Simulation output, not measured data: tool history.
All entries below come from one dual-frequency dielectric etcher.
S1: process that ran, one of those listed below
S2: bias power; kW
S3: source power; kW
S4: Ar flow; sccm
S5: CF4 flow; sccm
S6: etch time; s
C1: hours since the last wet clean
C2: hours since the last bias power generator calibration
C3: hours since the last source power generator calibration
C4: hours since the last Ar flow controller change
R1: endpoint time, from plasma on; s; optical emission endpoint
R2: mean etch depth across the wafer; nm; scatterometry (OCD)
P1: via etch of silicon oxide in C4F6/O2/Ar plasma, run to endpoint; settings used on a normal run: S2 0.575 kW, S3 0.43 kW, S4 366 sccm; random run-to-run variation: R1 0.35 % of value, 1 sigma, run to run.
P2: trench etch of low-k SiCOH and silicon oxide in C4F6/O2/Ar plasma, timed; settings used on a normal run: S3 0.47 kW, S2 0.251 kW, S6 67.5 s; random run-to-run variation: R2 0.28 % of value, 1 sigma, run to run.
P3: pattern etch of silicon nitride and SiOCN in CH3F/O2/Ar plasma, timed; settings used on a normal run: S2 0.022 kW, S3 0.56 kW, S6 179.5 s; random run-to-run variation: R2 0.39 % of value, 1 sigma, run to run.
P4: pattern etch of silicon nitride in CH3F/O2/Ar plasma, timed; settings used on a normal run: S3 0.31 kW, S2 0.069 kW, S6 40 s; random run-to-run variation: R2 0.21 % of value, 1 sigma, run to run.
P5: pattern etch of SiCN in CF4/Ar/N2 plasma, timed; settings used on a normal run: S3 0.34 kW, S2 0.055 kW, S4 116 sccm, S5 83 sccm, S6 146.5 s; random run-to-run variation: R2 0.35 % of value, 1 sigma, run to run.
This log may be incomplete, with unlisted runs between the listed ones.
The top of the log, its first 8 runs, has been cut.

run	hour	S1	S2	S3	S4	S5	S6	C1	C2	C3	C4	R1	R2
9	108.9	P1	0.45	0.43	366			545.9	306	534.9	1478.2	43.131	
10	121.3	P2	0.346	0.47			67.5	558.3	318.4	547.3	1490.6		300.36
11	136.5	P1	0.417	0.43	483			573.5	333.6	562.5	1505.8	45.814	
12	151.3	P3	0.028	0.56			179.5	588.3	348.4	577.3	1520.6		29.47
13	165.4	P4	0.069	0.31			29.5	602.4	362.5	591.4	1534.7		18.389
14	176.5	P3	0.022	0.56			240.5	613.5	373.6	602.5	1545.8		35.305
15	190.7	P4	0.097	0.31			40	627.7	387.8	616.7	1560		28.249
16	205	P3	0.022	0.56			179.5	642	402.1	631	1574.3		26.322
17	213.3	P1	0.802	0.43	366			650.3	410.4	639.3	1582.6	34.663	
18	226.7	P1	0.575	0.43	366			663.7	423.8	652.7	1596	39.549	
19	236.9	P1	0.575	0.43	366			673.9	434	662.9	1606.2	39.441	
20	248.6	P5	0.032	0.34	116	83	146.5	685.6	445.7	674.6	1617.9		76.232
21	261.2	P1	0.575	0.43	366			698.2	458.3	687.2	1630.5	39.45	
22	271.7	P5	0.055	0.34	116	83	80.5	708.7	468.8	697.7	1641		49.607
23	280.9	P5	0.055	0.22	116	83	146.5	717.9	478	706.9	1650.2		61.291
24	289.2	P2	0.251	0.47			99	726.2	486.3	715.2	1658.5		394.27
25	301	P4	0.069	0.31			40	738	498.1	727	1670.3		24.86
26	315.2	P5	0.055	0.34	85	83	146.5	752.2	512.3	741.2	1684.5		94.197
27	329.9	P3	0.022	0.74			179.5	766.9	527	755.9	1699.2		28.99

The next listed run, before its measurement:
28	345	P1	0.575	0.43	366			782	542.1	771	1714.3	?	

Logged for run 28: R1 39.655 s.
